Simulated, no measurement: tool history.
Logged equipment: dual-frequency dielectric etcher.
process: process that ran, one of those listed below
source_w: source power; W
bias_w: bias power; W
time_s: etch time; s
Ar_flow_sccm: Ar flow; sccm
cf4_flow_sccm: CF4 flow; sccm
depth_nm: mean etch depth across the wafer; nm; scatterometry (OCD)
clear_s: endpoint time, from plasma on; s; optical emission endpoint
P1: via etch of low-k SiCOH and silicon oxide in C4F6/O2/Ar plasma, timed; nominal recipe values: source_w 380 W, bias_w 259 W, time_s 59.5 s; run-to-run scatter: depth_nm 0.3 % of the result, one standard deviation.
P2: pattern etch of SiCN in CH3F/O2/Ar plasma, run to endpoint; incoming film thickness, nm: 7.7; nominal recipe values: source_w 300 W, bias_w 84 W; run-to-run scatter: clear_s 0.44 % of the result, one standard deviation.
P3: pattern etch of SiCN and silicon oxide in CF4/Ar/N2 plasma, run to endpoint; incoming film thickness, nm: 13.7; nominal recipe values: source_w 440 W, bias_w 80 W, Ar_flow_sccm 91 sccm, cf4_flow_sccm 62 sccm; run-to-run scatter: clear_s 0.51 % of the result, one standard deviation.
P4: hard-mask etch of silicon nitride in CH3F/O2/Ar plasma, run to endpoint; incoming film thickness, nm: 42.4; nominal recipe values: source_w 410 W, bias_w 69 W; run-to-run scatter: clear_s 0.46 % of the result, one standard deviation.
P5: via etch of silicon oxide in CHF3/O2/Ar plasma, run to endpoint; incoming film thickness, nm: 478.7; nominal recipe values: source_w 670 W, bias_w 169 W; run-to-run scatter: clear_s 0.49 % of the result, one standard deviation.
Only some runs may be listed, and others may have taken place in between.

{"run": 1, "day": 0.475, "process": "P1", "source_w": 380, "bias_w": 259, "time_s": 59.5, "depth_nm": 174.46}
{"run": 2, "day": 1.062, "process": "P1", "source_w": 380, "bias_w": 259, "time_s": 59.5, "depth_nm": 173.5}
{"run": 3, "day": 1.542, "process": "P5", "source_w": 670, "bias_w": 169, "clear_s": 230.34}
{"run": 4, "day": 1.892, "process": "P1", "source_w": 380, "bias_w": 259, "time_s": 59.5, "depth_nm": 173.58}
{"run": 5, "day": 2.375, "process": "P4", "source_w": 410, "bias_w": 69, "clear_s": 60.238}
{"run": 6, "day": 2.929, "process": "P1", "source_w": 380, "bias_w": 259, "time_s": 59.5, "depth_nm": 174.93}
{"run": 7, "day": 3.275, "process": "P4", "source_w": 410, "bias_w": 46, "clear_s": 68.676}
{"run": 8, "day": 3.9, "process": "P4", "source_w": 270, "bias_w": 69, "clear_s": 70.679}
{"run": 9, "day": 4.267, "process": "P3", "source_w": 440, "bias_w": 80, "Ar_flow_sccm": 91, "cf4_flow_sccm": 62, "clear_s": 15.346}
{"run": 10, "day": 4.796, "process": "P2", "source_w": 300, "bias_w": 84, "clear_s": 21.241}
{"run": 11, "day": 5.246, "process": "P1", "source_w": 480, "bias_w": 259, "time_s": 59.5, "depth_nm": 189.62}
{"run": 12, "day": 5.542, "process": "P2", "source_w": 210, "bias_w": 84, "clear_s": 24.544}
{"run": 13, "day": 5.992, "process": "P1", "source_w": 380, "bias_w": 259, "time_s": 79.5, "depth_nm": 232}
{"run": 14, "day": 6.504, "process": "P4", "source_w": 410, "bias_w": 69, "clear_s": 59.939}
{"run": 15, "day": 6.938, "process": "P1", "source_w": 380, "bias_w": 211, "time_s": 59.5, "depth_nm": 163.31}
{"run": 16, "day": 7.467, "process": "P2", "source_w": 300, "bias_w": 101, "clear_s": 20.072}
{"run": 17, "day": 7.8, "process": "P1", "source_w": 380, "bias_w": 259, "time_s": 32.5, "depth_nm": 94.97}
{"run": 18, "day": 8.183, "process": "P3", "source_w": 440, "bias_w": 80, "Ar_flow_sccm": 91, "cf4_flow_sccm": 80, "clear_s": 14.882}
{"run": 19, "day": 8.792, "process": "P1", "source_w": 380, "bias_w": 259, "time_s": 59.5, "depth_nm": 174.39}
{"run": 20, "day": 9.167, "process": "P1", "source_w": 310, "bias_w": 259, "time_s": 75.5, "depth_nm": 204.78}
{"run": 21, "day": 9.696, "process": "P5", "source_w": 670, "bias_w": 169, "clear_s": 228.89}
{"run": 22, "day": 10.262, "process": "P3", "source_w": 350, "bias_w": 80, "Ar_flow_sccm": 91, "cf4_flow_sccm": 62, "clear_s": 18.889}
{"run": 23, "day": 10.617, "process": "P1", "source_w": 380, "bias_w": 320, "time_s": 59.5, "depth_nm": 186.56}
{"run": 24, "day": 10.954, "process": "P3", "source_w": 440, "bias_w": 59, "Ar_flow_sccm": 91, "cf4_flow_sccm": 62, "clear_s": 16.948}
{"run": 25, "day": 11.312, "process": "P2", "source_w": 300, "bias_w": 84, "clear_s": 21.284}
{"run": 26, "day": 11.804, "process": "P5", "source_w": 420, "bias_w": 169, "clear_s": 273.52}
{"run": 27, "day": 12.267, "process": "P1", "source_w": 260, "bias_w": 259, "time_s": 59.5, "depth_nm": 152}
{"run": 28, "day": 12.75, "process": "P3", "source_w": 440, "bias_w": 80, "Ar_flow_sccm": 55, "cf4_flow_sccm": 62, "clear_s": 14.501}
{"run": 29, "day": 13.146, "process": "P1", "source_w": 380, "bias_w": 259, "time_s": 59.5, "depth_nm": 174.96}
{"run": 30, "day": 13.692, "process": "P5", "source_w": 670, "bias_w": 114, "clear_s": 259.82}
{"run": 31, "day": 14.054, "process": "P1", "source_w": 380, "bias_w": 259, "time_s": 59.5, "depth_nm": 174.55}
{"run": 32, "day": 14.583, "process": "P1", "source_w": 380, "bias_w": 259, "time_s": 59.5, "depth_nm": 173.21}
{"run": 33, "day": 15.175, "process": "P1", "source_w": 380, "bias_w": 259, "time_s": 59.5, "depth_nm": 173.15}
{"run": 34, "day": 15.504, "process": "P1", "source_w": 380, "bias_w": 259, "time_s": 59.5, "depth_nm": 172.2}
{"run": 35, "day": 15.821, "process": "P1", "source_w": 380, "bias_w": 259, "time_s": 59.5, "depth_nm": 173.1}
{"run": 36, "day": 16.358, "process": "P1", "source_w": 380, "bias_w": 259, "time_s": 59.5, "depth_nm": 171.86}
{"day": 16.867, "done": "wet clean of the chamber"}
{"run": 37, "day": 16.896, "process": "P1", "source_w": 380, "bias_w": 259, "time_s": 59.5, "depth_nm": 172.51}
{"run": 38, "day": 17.483, "process": "P1", "source_w": 380, "bias_w": 259, "time_s": 59.5, "depth_nm": 172.03}
{"run": 39, "day": 17.871, "process": "P1", "source_w": 380, "bias_w": 259, "time_s": 59.5, "depth_nm": 171.66}
{"run": 40, "day": 18.383, "process": "P1", "source_w": 380, "bias_w": 259, "time_s": 59.5, "depth_nm": 171.78}
{"run": 41, "day": 18.8, "process": "P1", "source_w": 380, "bias_w": 259, "time_s": 59.5, "depth_nm": 171.31}

What P1 gives has crept off from where it sat before. The 2 causes that follow fit the log equally well, each at the size noted:
A: source power that arrives under what is set, % = 3.91
B: bias power that arrives under what is set, % = 4.37
The drift started at roughly day 14.054.
The rest of the possible causes, and what rules out each one:
chamber walls in a state that lowers the etch rate, %: work on it at day 16.867, done after the drift set in, did not restore what the process gave before

Which of the 4 check runs listed below, each an average over 3 wafers with its results shown as question marks, gives clearly different results under the different listed causes?
{"run": "check 1", "day": 19.217, "process": "P3", "source_w": 440, "bias_w": 80, "Ar_flow_sccm": 56, "cf4_flow_sccm": 62, "clear_s": "?"}
{"run": "check 2", "day": 19.217, "process": "P5", "source_w": 540, "bias_w": 134, "clear_s": "?"}
{"run": "check 3", "day": 19.217, "process": "P4", "source_w": 300, "bias_w": 49, "clear_s": "?"}
{"run": "check 4", "day": 19.217, "process": "P2", "source_w": 250, "bias_w": 96, "clear_s": "?"}

Check results expected under each cause:
check=check_1 result=clear_s if_A=14.967 if_B=14.657
check=check_2 result=clear_s if_A=273.71 if_B=273.34
check=check_3 result=clear_s if_A=77.102 if_B=77.008
check=check_4 result=clear_s if_A=22.165 if_B=22.222
Per-check spread between the two closest causes, in the result where they differ most: check 1 2.09 %; check 2 0.13 %; check 3 0.12 %; check 4 0.25 %
Check 1 tells the causes apart: in the others they would give nearly the same result.

Check 1 was then run and gave: clear_s 14.669 s. Which cause is it?

It is B: bias power that arrives under what is set, %.
